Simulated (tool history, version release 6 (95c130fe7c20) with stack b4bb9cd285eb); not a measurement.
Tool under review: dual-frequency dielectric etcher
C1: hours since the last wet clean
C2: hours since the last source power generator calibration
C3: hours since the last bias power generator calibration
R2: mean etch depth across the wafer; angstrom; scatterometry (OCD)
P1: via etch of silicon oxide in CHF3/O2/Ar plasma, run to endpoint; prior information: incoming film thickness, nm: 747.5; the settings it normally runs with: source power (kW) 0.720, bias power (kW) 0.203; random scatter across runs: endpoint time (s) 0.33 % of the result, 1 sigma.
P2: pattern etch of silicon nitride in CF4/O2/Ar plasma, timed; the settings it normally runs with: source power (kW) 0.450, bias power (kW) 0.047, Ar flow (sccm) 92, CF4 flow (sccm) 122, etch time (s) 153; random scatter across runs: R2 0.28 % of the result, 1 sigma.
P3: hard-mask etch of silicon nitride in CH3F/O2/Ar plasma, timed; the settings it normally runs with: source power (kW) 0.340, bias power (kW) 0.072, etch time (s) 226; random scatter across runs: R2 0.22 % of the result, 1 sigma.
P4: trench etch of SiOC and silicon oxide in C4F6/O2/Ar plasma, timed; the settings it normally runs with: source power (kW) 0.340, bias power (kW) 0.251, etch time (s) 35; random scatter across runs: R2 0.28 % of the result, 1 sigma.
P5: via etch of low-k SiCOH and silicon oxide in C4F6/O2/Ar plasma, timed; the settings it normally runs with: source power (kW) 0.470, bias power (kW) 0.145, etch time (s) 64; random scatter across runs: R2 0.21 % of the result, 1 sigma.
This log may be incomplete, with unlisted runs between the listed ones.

run 1 hour=5.5 | process_that_ran=P1 source_power_(kW)=0.720 bias_power_(kW)=0.203 | C1=220.8 C2=1648.3 C3=1110.9 | endpoint_time_(s)=341.27
run 2 hour=9.6 | process_that_ran=P1 source_power_(kW)=0.480 bias_power_(kW)=0.166 | C1=224.9 C2=1652.4 C3=1115.0 | endpoint_time_(s)=425.38
run 3 hour=16.3 | process_that_ran=P5 source_power_(kW)=0.470 bias_power_(kW)=0.145 etch_time_(s)=64 | C1=231.6 C2=1659.1 C3=1121.7 | R2=1642.90
run 4 hour=20.0 | process_that_ran=P1 source_power_(kW)=0.720 bias_power_(kW)=0.203 | C1=235.3 C2=1662.8 C3=1125.4 | endpoint_time_(s)=340.39
run 5 hour=24.9 | process_that_ran=P3 source_power_(kW)=0.340 bias_power_(kW)=0.072 etch_time_(s)=226 | C1=240.2 C2=1667.7 C3=1130.3 | R2=1526.20
run 6 hour=31.5 | process_that_ran=P1 source_power_(kW)=0.510 bias_power_(kW)=0.203 | C1=246.8 C2=1674.3 C3=1136.9 | endpoint_time_(s)=386.41
run 7 hour=35.6 | process_that_ran=P1 source_power_(kW)=0.720 bias_power_(kW)=0.203 | C1=250.9 C2=1678.4 C3=1141.0 | endpoint_time_(s)=339.38
run 8 hour=39.1 | process_that_ran=P2 source_power_(kW)=0.450 bias_power_(kW)=0.034 etch_time_(s)=153 Ar_flow_(sccm)=92 CF4_flow_(sccm)=122 | C1=254.4 C2=1681.9 C3=1144.5 | R2=2408.30
run 9 hour=45.6 | process_that_ran=P4 source_power_(kW)=0.340 bias_power_(kW)=0.251 etch_time_(s)=35 | C1=260.9 C2=1688.4 C3=1151.0 | R2=730.15
run 10 hour=50.1 | process_that_ran=P5 source_power_(kW)=0.470 bias_power_(kW)=0.113 etch_time_(s)=64 | C1=265.4 C2=1692.9 C3=1155.5 | R2=1534.10
run 11 hour=55.2 | process_that_ran=P3 source_power_(kW)=0.340 bias_power_(kW)=0.057 etch_time_(s)=226 | C1=270.5 C2=1698.0 C3=1160.6 | R2=1408.30
run 12 hour=59.2 | process_that_ran=P1 source_power_(kW)=0.720 bias_power_(kW)=0.203 | C1=274.5 C2=1702.0 C3=1164.6 | endpoint_time_(s)=340.81
run 13 hour=63.6 | process_that_ran=P1 source_power_(kW)=0.720 bias_power_(kW)=0.262 | C1=278.9 C2=1706.4 C3=1169.0 | endpoint_time_(s)=309.99
run 14 hour=68.6 | process_that_ran=P4 source_power_(kW)=0.450 bias_power_(kW)=0.251 etch_time_(s)=35 | C1=283.9 C2=1711.4 C3=1174.0 | R2=809.86
-- hour=73.7 wet clean of the chamber
run 15 hour=74.3 | process_that_ran=P1 source_power_(kW)=0.720 bias_power_(kW)=0.203 | C1=0.6 C2=1717.1 C3=1179.7 | endpoint_time_(s)=340.05
run 16 hour=80.5 | process_that_ran=P2 source_power_(kW)=0.610 bias_power_(kW)=0.047 etch_time_(s)=153 Ar_flow_(sccm)=92 CF4_flow_(sccm)=122 | C1=6.8 C2=1723.3 C3=1185.9 | R2=3522.60
run 17 hour=85.3 | process_that_ran=P1 source_power_(kW)=0.930 bias_power_(kW)=0.203 | C1=11.6 C2=1728.1 C3=1190.7 | endpoint_time_(s)=307.62
run 18 hour=92.3 | process_that_ran=P2 source_power_(kW)=0.450 bias_power_(kW)=0.047 etch_time_(s)=153 Ar_flow_(sccm)=92 CF4_flow_(sccm)=89 | C1=18.6 C2=1735.1 C3=1197.7 | R2=2593.60
run 19 hour=97.2 | process_that_ran=P4 source_power_(kW)=0.340 bias_power_(kW)=0.201 etch_time_(s)=35 | C1=23.5 C2=1740.0 C3=1202.6 | R2=677.51

Predict the results of run 20:
run 20 hour=100.3 | process_that_ran=P5 source_power_(kW)=0.470 bias_power_(kW)=0.145 etch_time_(s)=64 | C1=26.6 C2=1743.1 C3=1205.7 | R2=?

{"run 20": {"R2": 1649.4}}

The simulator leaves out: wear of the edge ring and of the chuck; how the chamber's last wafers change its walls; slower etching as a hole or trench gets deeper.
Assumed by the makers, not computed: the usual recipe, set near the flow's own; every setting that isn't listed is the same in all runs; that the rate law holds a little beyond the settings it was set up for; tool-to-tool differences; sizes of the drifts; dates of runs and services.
